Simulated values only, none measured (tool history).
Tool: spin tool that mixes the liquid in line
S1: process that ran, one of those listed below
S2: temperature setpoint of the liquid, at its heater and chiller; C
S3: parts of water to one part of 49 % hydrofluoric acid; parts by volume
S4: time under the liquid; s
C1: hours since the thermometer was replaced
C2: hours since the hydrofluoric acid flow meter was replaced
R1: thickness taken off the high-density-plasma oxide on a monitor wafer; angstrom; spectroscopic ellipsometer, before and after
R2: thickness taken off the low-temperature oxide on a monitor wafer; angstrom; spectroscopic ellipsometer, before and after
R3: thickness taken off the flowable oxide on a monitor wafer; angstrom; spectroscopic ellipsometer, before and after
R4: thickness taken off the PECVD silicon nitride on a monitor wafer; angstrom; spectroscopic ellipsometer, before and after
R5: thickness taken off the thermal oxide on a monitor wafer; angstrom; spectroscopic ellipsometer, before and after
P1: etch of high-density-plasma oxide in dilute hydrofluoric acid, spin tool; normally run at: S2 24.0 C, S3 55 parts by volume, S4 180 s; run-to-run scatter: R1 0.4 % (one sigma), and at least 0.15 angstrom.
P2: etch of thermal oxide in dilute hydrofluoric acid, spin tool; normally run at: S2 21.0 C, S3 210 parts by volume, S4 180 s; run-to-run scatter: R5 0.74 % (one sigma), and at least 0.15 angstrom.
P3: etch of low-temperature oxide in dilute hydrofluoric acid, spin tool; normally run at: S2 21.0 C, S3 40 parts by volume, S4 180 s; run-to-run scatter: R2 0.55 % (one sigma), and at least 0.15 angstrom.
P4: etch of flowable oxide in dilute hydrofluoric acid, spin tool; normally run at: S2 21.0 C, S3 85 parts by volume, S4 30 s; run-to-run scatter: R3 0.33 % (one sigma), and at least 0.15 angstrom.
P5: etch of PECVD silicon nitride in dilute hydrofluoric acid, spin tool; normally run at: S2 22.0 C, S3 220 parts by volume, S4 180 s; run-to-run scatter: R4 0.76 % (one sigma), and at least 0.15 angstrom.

| run | hour | S1 | S2 | S3 | S4 | C1 | C2 | R1 | R2 | R3 | R4 | R5 |
|---|---|---|---|---|---|---|---|---|---|---|---|---|
| 1 | 10.8 | P1 | 24.0 | 55 | 180 | 659.5 | 268.0 | 175.740 |  |  |  |  |
| 2 | 27.9 | P1 | 20.0 | 55 | 180 | 676.6 | 285.1 | 147.330 |  |  |  |  |
| 3 | 41.6 | P3 | 21.0 | 40 | 180 | 690.3 | 298.8 |  | 448.320 |  |  |  |
| 4 | 50.0 | P1 | 24.0 | 55 | 180 | 698.7 | 307.2 | 175.600 |  |  |  |  |
| 5 | 59.3 | P1 | 24.0 | 55 | 180 | 708.0 | 316.5 | 176.310 |  |  |  |  |
| 6 | 77.1 | P4 | 17.0 | 85 | 30 | 725.8 | 334.3 |  |  | 112.990 |  |  |
| 7 | 89.8 | P4 | 21.0 | 150 | 30 | 738.5 | 347.0 |  |  | 70.426 |  |  |
| 8 | 106.7 | P5 | 22.0 | 220 | 315 | 755.4 | 363.9 |  |  |  | 48.820 |  |
| 9 | 124.8 | P2 | 21.0 | 40 | 180 | 773.5 | 382.0 |  |  |  |  | 208.170 |
| 10 | 136.8 | P5 | 17.0 | 220 | 180 | 785.5 | 394.0 |  |  |  | 20.069 |  |
| 11 | 145.7 | P3 | 28.5 | 40 | 180 | 794.4 | 402.9 |  | 608.990 |  |  |  |
| 12 | 158.8 | P2 | 17.0 | 210 | 180 | 807.5 | 416.0 |  |  |  |  | 28.311 |
| 13 | 173.2 | P1 | 17.5 | 20 | 180 | 821.9 | 430.4 | 385.450 |  |  |  |  |
| 14 | 188.9 | P5 | 22.0 | 365 | 180 | 837.6 | 446.1 |  |  |  | 16.978 |  |
| 15 | 201.9 | P3 | 21.0 | 40 | 15 | 850.6 | 459.1 |  | 37.259 |  |  |  |
| 16 | 216.7 | P1 | 18.0 | 55 | 260 | 865.4 | 473.9 | 197.020 |  |  |  |  |
| 17 | 230.3 | P2 | 21.0 | 210 | 360 | 879.0 | 487.5 |  |  |  |  | 65.064 |
| 18 | 239.2 | P4 | 21.0 | 85 | 30 | 887.9 | 496.4 |  |  | 133.900 |  |  |
| 19 | 249.7 | P2 | 21.0 | 210 | 180 | 898.4 | 506.9 |  |  |  |  | 32.904 |
| 20 | 266.5 | P1 | 24.0 | 55 | 340 | 915.2 | 523.7 | 331.810 |  |  |  |  |
| 21 | 280.9 | P1 | 24.0 | 20 | 180 | 929.6 | 538.1 | 501.920 |  |  |  |  |
| 22 | 291.6 | P4 | 21.0 | 85 | 30 | 940.3 | 548.8 |  |  | 133.780 |  |  |
| 23 | 304.9 | P5 | 22.0 | 220 | 180 | 953.6 | 562.1 |  |  |  | 28.388 |  |
| 24 | 317.5 | P1 | 24.0 | 55 | 15 | 966.2 | 574.7 | 14.748 |  |  |  |  |
| 25 | 330.7 | P1 | 24.0 | 55 | 180 | 979.4 | 587.9 | 176.080 |  |  |  |  |
| 26 | 346.4 | P3 | 21.0 | 65 | 180 | 995.1 | 603.6 |  | 265.920 |  |  |  |
| 27 | 355.4 | P1 | 24.0 | 80 | 180 | 1004.1 | 612.6 | 117.190 |  |  |  |  |
| 28 | 366.9 | P1 | 30.5 | 55 | 180 | 1015.6 | 624.1 | 227.550 |  |  |  |  |
| 29 | 375.3 | P1 | 24.0 | 55 | 180 | 1024.0 | 632.5 | 175.340 |  |  |  |  |
| 30 | 394.1 | P4 | 21.0 | 85 | 15 | 1042.8 | 651.3 |  |  | 66.627 |  |  |
| 31 | 408.7 | P1 | 24.0 | 55 | 180 | 1057.4 | 665.9 | 177.000 |  |  |  |  |
| 32 | 419.5 | P1 | 24.0 | 55 | 180 | 1068.2 | 676.7 | 175.350 |  |  |  |  |
| 33 | 428.2 | P1 | 24.0 | 55 | 180 | 1076.9 | 685.4 | 180.650 |  |  |  |  |
| 34 | 438.7 | P1 | 24.0 | 55 | 180 | 1087.4 | 695.9 | 184.860 |  |  |  |  |
| 35 | 456.0 | P1 | 24.0 | 55 | 180 | 1104.7 | 713.2 | 190.150 |  |  |  |  |
| 36 | 465.6 | P1 | 24.0 | 55 | 180 | 1114.3 | 722.8 | 190.710 |  |  |  |  |
| 37 | 477.2 | P1 | 24.0 | 55 | 180 | 1125.9 | 734.4 | 191.460 |  |  |  |  |
| 38 | 486.6 | P1 | 24.0 | 55 | 180 | 1135.3 | 743.8 | 192.640 |  |  |  |  |
| 39 | 495.3 | P1 | 24.0 | 55 | 180 | 1144.0 | 752.5 | 190.660 |  |  |  |  |
| 40 | 504.8 | P1 | 24.0 | 55 | 180 | 1153.5 | 762.0 | 193.770 |  |  |  |  |
| 41 | 515.8 | P1 | 24.0 | 55 | 180 | 1164.5 | 773.0 | 191.690 |  |  |  |  |

What P1 gives has crept away from where it was. These 2 causes fit the log equally well, each at the size given:
A: hydrofluoric acid flow above the setpoint (%) = 9.18
B: liquid hotter than its thermometer reads (K) = 2.32
The creep began at about hour 419.5.

4 check runs are offered, each on 2 wafers whose results are averaged, their results left as question marks. Which one tells the causes apart?
| check 1 | 526.8 | P4 | 17.5 | 130 | 30 |  |  |  |  | ? |  |  |
| check 2 | 526.8 | P5 | 22.0 | 285 | 180 |  |  |  |  |  | ? |  |
| check 3 | 526.8 | P2 | 17.0 | 50 | 180 |  |  |  |  |  |  | ? |
| check 4 | 526.8 | P3 | 21.0 | 65 | 70 |  |  |  | ? |  |  |  |

What each check would give under each cause:
| check | result | if A | if B |
|---|---|---|---|
| check 1 | R3 | 79.277 | 78.942 |
| check 2 | R4 | 23.739 | 25.144 |
| check 3 | R5 | 152.390 | 153.540 |
| check 4 | R2 | 114.220 | 114.370 |
How far apart the two closest causes lie, in the result that separates them most: check 1 0.42 %; check 2 5.75 %; check 3 0.75 %; check 4 0.13 %
Check 2 tells the causes apart: in the others they would give nearly the same result.

Then check 2 was run and gave: R4 25.475 angstrom. Which cause is it?

It is B: liquid hotter than its thermometer reads (K).
